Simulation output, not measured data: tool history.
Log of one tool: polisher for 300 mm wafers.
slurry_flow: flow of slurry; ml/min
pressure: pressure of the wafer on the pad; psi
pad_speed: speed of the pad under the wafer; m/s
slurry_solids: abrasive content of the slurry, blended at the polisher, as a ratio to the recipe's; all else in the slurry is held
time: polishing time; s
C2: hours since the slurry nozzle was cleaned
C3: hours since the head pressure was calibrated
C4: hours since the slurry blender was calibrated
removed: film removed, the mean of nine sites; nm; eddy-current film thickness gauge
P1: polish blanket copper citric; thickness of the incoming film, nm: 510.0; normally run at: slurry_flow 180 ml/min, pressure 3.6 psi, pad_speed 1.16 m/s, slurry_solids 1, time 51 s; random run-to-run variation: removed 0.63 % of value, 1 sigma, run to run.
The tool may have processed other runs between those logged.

Run 1, day 0.392: slurry_flow 180 ml/min, pressure 3.6 psi, pad_speed 1.16 m/s, slurry_solids 1, time 51 s; wafers polished on this pad 384; C2 239.6; C3 1016; C4 121.8. Result: removed 181.31 nm.
Run 2, day 0.896: slurry_flow 180 ml/min, pressure 3.6 psi, pad_speed 1.16 m/s, slurry_solids 1, time 51 s; wafers polished on this pad 542; C2 251.7; C3 1028.1; C4 133.9. Result: removed 181.54 nm.
Run 3, day 1.238: slurry_flow 180 ml/min, pressure 3.6 psi, pad_speed 0.6 m/s, slurry_solids 1, time 51 s; wafers polished on this pad 649; C2 259.9; C3 1036.3; C4 142.1. Result: removed 96.151 nm.
At day 1.529: slurry blender recalibrated.
Run 4, day 1.717: slurry_flow 180 ml/min, pressure 3.6 psi, pad_speed 1.16 m/s, slurry_solids 1, time 51 s; wafers polished on this pad 799; C2 271.4; C3 1047.8; C4 4.5. Result: removed 181.9 nm.
Run 5, day 1.975: slurry_flow 255 ml/min, pressure 3.6 psi, pad_speed 1.16 m/s, slurry_solids 1, time 30 s; wafers polished on this pad 880; C2 277.6; C3 1054; C4 10.7. Result: removed 112.87 nm.
Run 6, day 2.304: slurry_flow 180 ml/min, pressure 3.6 psi, pad_speed 1.16 m/s, slurry_solids 1, time 75 s; wafers polished on this pad 983; C2 285.5; C3 1061.9; C4 18.6. Result: removed 267.64 nm.
Run 7, day 2.838: slurry_flow 180 ml/min, pressure 3.6 psi, pad_speed 1.16 m/s, slurry_solids 1.35, time 51 s; wafers polished on this pad 1149; C2 298.3; C3 1074.7; C4 31.4. Result: removed 194.46 nm.
Run 8, day 3.129: slurry_flow 110 ml/min, pressure 3.6 psi, pad_speed 1.16 m/s, slurry_solids 1.45, time 51 s; wafers polished on this pad 1241; C2 305.3; C3 1081.7; C4 38.4. Result: removed 180.81 nm.
Run 9, day 3.467: slurry_flow 130 ml/min, pressure 3.6 psi, pad_speed 1.16 m/s, slurry_solids 1, time 51 s; wafers polished on this pad 1346; C2 313.4; C3 1089.8; C4 46.5. Result: removed 171.35 nm.
Run 10, day 3.904: slurry_flow 180 ml/min, pressure 3.6 psi, pad_speed 1.16 m/s, slurry_solids 1, time 51 s; wafers polished on this pad 1483; C2 323.9; C3 1100.3; C4 57. Result: removed 183.63 nm.
Run 11, day 4.246: slurry_flow 180 ml/min, pressure 3.6 psi, pad_speed 1.16 m/s, slurry_solids 0.7, time 51 s; wafers polished on this pad 1590; C2 332.1; C3 1108.5; C4 65.2. Result: removed 169.67 nm.
Run 12, day 4.7: slurry_flow 180 ml/min, pressure 3.6 psi, pad_speed 1.16 m/s, slurry_solids 1, time 38 s; wafers polished on this pad 1732; C2 343; C3 1119.4; C4 76.1. Result: removed 138 nm.
Run 13, day 4.938: slurry_flow 270 ml/min, pressure 3.6 psi, pad_speed 1.16 m/s, slurry_solids 1, time 51 s; wafers polished on this pad 1806; C2 348.7; C3 1125.1; C4 81.8. Result: removed 191 nm.
Run 14, day 5.304: slurry_flow 180 ml/min, pressure 3.6 psi, pad_speed 1.16 m/s, slurry_solids 1, time 51 s; wafers polished on this pad 1921; C2 357.5; C3 1133.9; C4 90.6. Result: removed 179.76 nm.
Run 15, day 5.575: slurry_flow 180 ml/min, pressure 3.6 psi, pad_speed 1.78 m/s, slurry_solids 1, time 51 s; wafers polished on this pad 2005; C2 364; C3 1140.4; C4 97.1. Result: removed 274.51 nm.
Run 16, day 6.05: slurry_flow 180 ml/min, pressure 4.8 psi, pad_speed 1.16 m/s, slurry_solids 1, time 51 s; wafers polished on this pad 2154; C2 375.4; C3 1151.8; C4 108.5. Result: removed 239.7 nm.
Run 17, day 6.3: slurry_flow 180 ml/min, pressure 3.6 psi, pad_speed 1.16 m/s, slurry_solids 1, time 51 s; wafers polished on this pad 2232; C2 381.4; C3 1157.8; C4 114.5. Result: removed 183.07 nm.
Run 18, day 6.571: slurry_flow 180 ml/min, pressure 1.7 psi, pad_speed 1.16 m/s, slurry_solids 1, time 51 s; wafers polished on this pad 2317; C2 387.9; C3 1164.3; C4 121. Result: removed 88.343 nm.
Run 19, day 6.817: slurry_flow 180 ml/min, pressure 3.6 psi, pad_speed 1.16 m/s, slurry_solids 1, time 51 s; wafers polished on this pad 2394; C2 393.8; C3 1170.2; C4 126.9. Result: removed 181.96 nm.
Run 20, day 7.2: slurry_flow 180 ml/min, pressure 3.6 psi, pad_speed 1.16 m/s, slurry_solids 1, time 51 s; wafers polished on this pad 2514; C2 403; C3 1179.4; C4 136.1. Result: removed 177.48 nm.
Run 21, day 7.5: slurry_flow 180 ml/min, pressure 3.6 psi, pad_speed 1.16 m/s, slurry_solids 1, time 51 s; wafers polished on this pad 2607; C2 410.2; C3 1186.6; C4 143.3. Result: removed 172.76 nm.
Run 22, day 7.988: slurry_flow 180 ml/min, pressure 3.6 psi, pad_speed 1.16 m/s, slurry_solids 1, time 51 s; wafers polished on this pad 2760; C2 421.9; C3 1198.3; C4 155. Result: removed 170.56 nm.
Run 23, day 8.367: slurry_flow 180 ml/min, pressure 3.6 psi, pad_speed 1.16 m/s, slurry_solids 1, time 51 s; wafers polished on this pad 2878; C2 431; C3 1207.4; C4 164.1. Result: removed 167.68 nm.
At day 8.446: worn pad replaced by a new one.
Run 24, day 8.85: slurry_flow 180 ml/min, pressure 3.6 psi, pad_speed 1.16 m/s, slurry_solids 1, time 51 s; wafers polished on this pad 127; C2 442.6; C3 1219; C4 175.7. Result: removed 170.3 nm.
Run 25, day 9.079: slurry_flow 180 ml/min, pressure 3.6 psi, pad_speed 1.16 m/s, slurry_solids 1, time 51 s; wafers polished on this pad 199; C2 448.1; C3 1224.5; C4 181.2. Result: removed 166.9 nm.
At day 9.242: slurry blender recalibrated.
Run 26, day 9.375: slurry_flow 180 ml/min, pressure 3.6 psi, pad_speed 1.16 m/s, slurry_solids 1, time 51 s; wafers polished on this pad 291; C2 455.2; C3 1231.6; C4 3.2. Result: removed 164.91 nm.
Run 27, day 9.717: slurry_flow 180 ml/min, pressure 3.6 psi, pad_speed 1.16 m/s, slurry_solids 1, time 51 s; wafers polished on this pad 398; C2 463.4; C3 1239.8; C4 11.4. Result: removed 165.72 nm.
Run 28, day 9.971: slurry_flow 180 ml/min, pressure 3.6 psi, pad_speed 1.16 m/s, slurry_solids 1, time 51 s; wafers polished on this pad 478; C2 469.5; C3 1245.9; C4 17.5. Result: removed 166.55 nm.
Run 29, day 10.488: slurry_flow 180 ml/min, pressure 3.6 psi, pad_speed 1.16 m/s, slurry_solids 1, time 51 s; wafers polished on this pad 639; C2 481.9; C3 1258.3; C4 29.9. Result: removed 166.34 nm.

What P1 gives has crept away from where it was. These 2 causes fit the log equally well, each at the size given:
A: head's pressure below its setpoint, % = 9.05
B: slurry flow missing at the pad, % = 39.3
Creep in the process output first set in at about day 6.817.
Other possible causes, and why each is ruled out:
removal rate lost through wear of the pad, %: serviced after onset, at day 8.446, with no recovery of the prior output
abrasive missing from the slurry, %: serviced after onset, at day 9.242, with no recovery of the prior output

The list below offers 4 check runs, each averaging the results of 3 wafers, and shows each result as a question mark. For which of them would the listed causes give clearly different results?
Run check 1, day 11.004: slurry_flow 180 ml/min, pressure 1.9 psi, pad_speed 1.64 m/s, slurry_solids 1, time 51 s. Result: removed ?.
Run check 2, day 11.004: slurry_flow 180 ml/min, pressure 3.6 psi, pad_speed 1.52 m/s, slurry_solids 1, time 51 s. Result: removed ?.
Run check 3, day 11.004: slurry_flow 135 ml/min, pressure 3.6 psi, pad_speed 1.54 m/s, slurry_solids 1, time 51 s. Result: removed ?.
Run check 4, day 11.004: slurry_flow 180 ml/min, pressure 4.6 psi, pad_speed 1.16 m/s, slurry_solids 1, time 51 s. Result: removed ?.

Outcome of each check run for each possible cause:
  check   result    if A    if B
check 1  removed  124.58  124.52
check 2  removed  216.38  216.49
check 3  removed  208.83  203.28
check 4  removed  211.08  211.19
Separation of the two closest causes in each check, using whichever result separates them best: check 1 0.04 %; check 2 0.05 %; check 3 2.69 %; check 4 0.05 %
Check 3 distinguishes between the causes, while the remaining checks would return nearly the same result for all of them.

Check 3 was carried out, with these results: removed 209.76 nm. Which of the listed causes is responsible?

It was cause A: head's pressure below its setpoint, %.

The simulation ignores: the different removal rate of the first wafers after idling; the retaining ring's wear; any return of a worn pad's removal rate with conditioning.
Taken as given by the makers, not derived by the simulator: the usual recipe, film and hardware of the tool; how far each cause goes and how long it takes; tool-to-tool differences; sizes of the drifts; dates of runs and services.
